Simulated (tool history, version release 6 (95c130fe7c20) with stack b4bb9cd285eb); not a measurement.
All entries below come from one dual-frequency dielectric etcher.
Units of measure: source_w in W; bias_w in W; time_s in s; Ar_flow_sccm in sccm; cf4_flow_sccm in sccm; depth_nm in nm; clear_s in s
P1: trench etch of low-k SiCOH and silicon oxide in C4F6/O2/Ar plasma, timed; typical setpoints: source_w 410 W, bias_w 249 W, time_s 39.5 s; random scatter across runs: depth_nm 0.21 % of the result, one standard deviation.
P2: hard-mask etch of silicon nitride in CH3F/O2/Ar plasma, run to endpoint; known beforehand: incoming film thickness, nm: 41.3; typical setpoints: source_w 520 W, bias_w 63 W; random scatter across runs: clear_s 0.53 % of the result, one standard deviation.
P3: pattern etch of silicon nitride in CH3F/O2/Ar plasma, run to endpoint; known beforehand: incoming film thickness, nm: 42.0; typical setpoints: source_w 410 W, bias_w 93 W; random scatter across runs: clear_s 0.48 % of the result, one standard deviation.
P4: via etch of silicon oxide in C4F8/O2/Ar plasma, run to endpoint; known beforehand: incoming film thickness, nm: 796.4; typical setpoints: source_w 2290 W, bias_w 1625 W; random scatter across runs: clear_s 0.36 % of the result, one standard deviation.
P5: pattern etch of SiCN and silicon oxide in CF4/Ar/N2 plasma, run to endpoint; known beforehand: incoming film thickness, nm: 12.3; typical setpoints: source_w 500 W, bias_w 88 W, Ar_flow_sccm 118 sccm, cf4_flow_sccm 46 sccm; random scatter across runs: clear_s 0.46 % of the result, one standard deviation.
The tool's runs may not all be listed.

| run | hour | process | source_w | bias_w | time_s | Ar_flow_sccm | cf4_flow_sccm | hours since the last wet clean | hours since the last source power generator calibration | hours since the last bias power generator calibration | depth_nm | clear_s |
|---|---|---|---|---|---|---|---|---|---|---|---|---|
| 1 | 7.7 | P1 | 410 | 249 | 39.5 |  |  | 181.0 | 778.3 | 1381.1 | 140.24 |  |
| 2 | 13.5 | P4 | 2290 | 1625 |  |  |  | 186.8 | 784.1 | 1386.9 |  | 159.440 |
| 3 | 18.0 | P1 | 410 | 249 | 39.5 |  |  | 191.3 | 788.6 | 1391.4 | 139.75 |  |
| 4 | 24.3 | P1 | 410 | 249 | 39.5 |  |  | 197.6 | 794.9 | 1397.7 | 140.15 |  |
| 5 | 28.0 | P1 | 410 | 296 | 39.5 |  |  | 201.3 | 798.6 | 1401.4 | 148.51 |  |
| 6 | 34.0 | P5 | 500 | 54 |  | 118 | 46 | 207.3 | 804.6 | 1407.4 |  | 15.504 |
| 7 | 41.1 | P1 | 410 | 249 | 39.5 |  |  | 214.4 | 811.7 | 1414.5 | 139.36 |  |
| 8 | 48.3 | P1 | 410 | 249 | 30.5 |  |  | 221.6 | 818.9 | 1421.7 | 108.26 |  |
| 9 | 52.7 | P5 | 360 | 88 |  | 118 | 46 | 226.0 | 823.3 | 1426.1 |  | 17.468 |
| 10 | 58.2 | P1 | 410 | 249 | 39.5 |  |  | 231.5 | 828.8 | 1431.6 | 140.58 |  |
| 11 | 62.1 | P3 | 410 | 93 |  |  |  | 235.4 | 832.7 | 1435.5 |  | 53.990 |
| 12 | 67.3 | P2 | 520 | 85 |  |  |  | 240.6 | 837.9 | 1440.7 |  | 49.414 |
| 13 | 71.1 | P5 | 500 | 88 |  | 70 | 46 | 244.4 | 841.7 | 1444.5 |  | 12.042 |
|  | 74.3 | bias power generator calibrated |
| 14 | 76.7 | P1 | 410 | 163 | 39.5 |  |  | 250.0 | 847.3 | 2.5 | 122.03 |  |
| 15 | 84.3 | P4 | 3020 | 1625 |  |  |  | 257.6 | 854.9 | 10.1 |  | 141.720 |
| 16 | 90.2 | P1 | 570 | 249 | 39.5 |  |  | 263.5 | 860.8 | 16.0 | 158.47 |  |
| 17 | 94.0 | P3 | 310 | 93 |  |  |  | 267.3 | 864.6 | 19.8 |  | 59.466 |
| 18 | 98.2 | P1 | 410 | 249 | 48.5 |  |  | 271.5 | 868.8 | 24.0 | 171.86 |  |
| 19 | 105.2 | P2 | 320 | 63 |  |  |  | 278.5 | 875.8 | 31.0 |  | 67.012 |
| 20 | 112.9 | P2 | 520 | 63 |  |  |  | 286.2 | 883.5 | 38.7 |  | 55.305 |
| 21 | 119.8 | P1 | 410 | 176 | 49.5 |  |  | 293.1 | 890.4 | 45.6 | 156.80 |  |
| 22 | 123.4 | P4 | 2290 | 2230 |  |  |  | 296.7 | 894.0 | 49.2 |  | 145.330 |
| 23 | 128.3 | P5 | 500 | 88 |  | 118 | 46 | 301.6 | 898.9 | 54.1 |  | 13.066 |
| 24 | 135.4 | P1 | 410 | 249 | 39.5 |  |  | 308.7 | 906.0 | 61.2 | 139.69 |  |
| 25 | 140.8 | P1 | 330 | 249 | 39.5 |  |  | 314.1 | 911.4 | 66.6 | 128.81 |  |
| 26 | 145.1 | P3 | 410 | 55 |  |  |  | 318.4 | 915.7 | 70.9 |  | 65.100 |
| 27 | 153.1 | P5 | 500 | 88 |  | 118 | 34 | 326.4 | 923.7 | 78.9 |  | 13.705 |
| 28 | 157.0 | P1 | 410 | 249 | 39.5 |  |  | 330.3 | 927.6 | 82.8 | 139.88 |  |
| 29 | 161.8 | P1 | 410 | 249 | 39.5 |  |  | 335.1 | 932.4 | 87.6 | 139.68 |  |
| 30 | 166.2 | P1 | 410 | 249 | 39.5 |  |  | 339.5 | 936.8 | 92.0 | 140.78 |  |
| 31 | 170.4 | P1 | 410 | 249 | 39.5 |  |  | 343.7 | 941.0 | 96.2 | 140.74 |  |
| 32 | 176.8 | P1 | 410 | 249 | 39.5 |  |  | 350.1 | 947.4 | 102.6 | 141.61 |  |
|  | 177.1 | wet clean of the chamber |
| 33 | 184.4 | P1 | 410 | 249 | 39.5 |  |  | 7.3 | 955.0 | 110.2 | 142.06 |  |
| 34 | 191.8 | P1 | 410 | 249 | 39.5 |  |  | 14.7 | 962.4 | 117.6 | 141.63 |  |
| 35 | 197.6 | P1 | 410 | 249 | 39.5 |  |  | 20.5 | 968.2 | 123.4 | 142.04 |  |
| 36 | 203.1 | P1 | 410 | 249 | 39.5 |  |  | 26.0 | 973.7 | 128.9 | 142.53 |  |

The output of P1 has drifted from where it used to be. Each of the 2 causes below, taken at the size shown beside it, accounts for the log equally well:
A: bias power that arrives over what is set, % = 4.57
B: source power that arrives over what is set, % = 4.03
The creep began at about hour 161.8.
All other causes, with the reason each is excluded:
chamber walls in a state that raises the etch rate, %: was serviced at hour 177.1, once the creep was under way, yet the earlier output never came back

4 check runs are offered, each on 3 wafers whose results are averaged, their results left as question marks. Which one tells the causes apart?
| check 1 | 208.6 | P2 | 390 | 63 |  |  |  |  |  |  |  | ? |
| check 2 | 208.6 | P3 | 410 | 75 |  |  |  |  |  |  |  | ? |
| check 3 | 208.6 | P5 | 500 | 55 |  | 81 | 46 |  |  |  |  | ? |
| check 4 | 208.6 | P4 | 2980 | 1954 |  |  |  |  |  |  |  | ? |

Predicted outcomes, by check and by cause:
| check | result | if A | if B |
|---|---|---|---|
| check 1 | clear_s | 60.985 | 60.974 |
| check 2 | clear_s | 57.247 | 57.278 |
| check 3 | clear_s | 14.244 | 13.956 |
| check 4 | clear_s | 134.240 | 133.760 |
How far apart the two closest causes lie, in the result that separates them most: check 1 0.02 %; check 2 0.05 %; check 3 2.04 %; check 4 0.36 %
Check 3 is the one run that separates the causes; every other check would come out nearly the same whichever cause is at work.

Here is what check 3 returned: clear_s 13.981 s. Which cause is it?

It was cause B: source power that arrives over what is set, %.
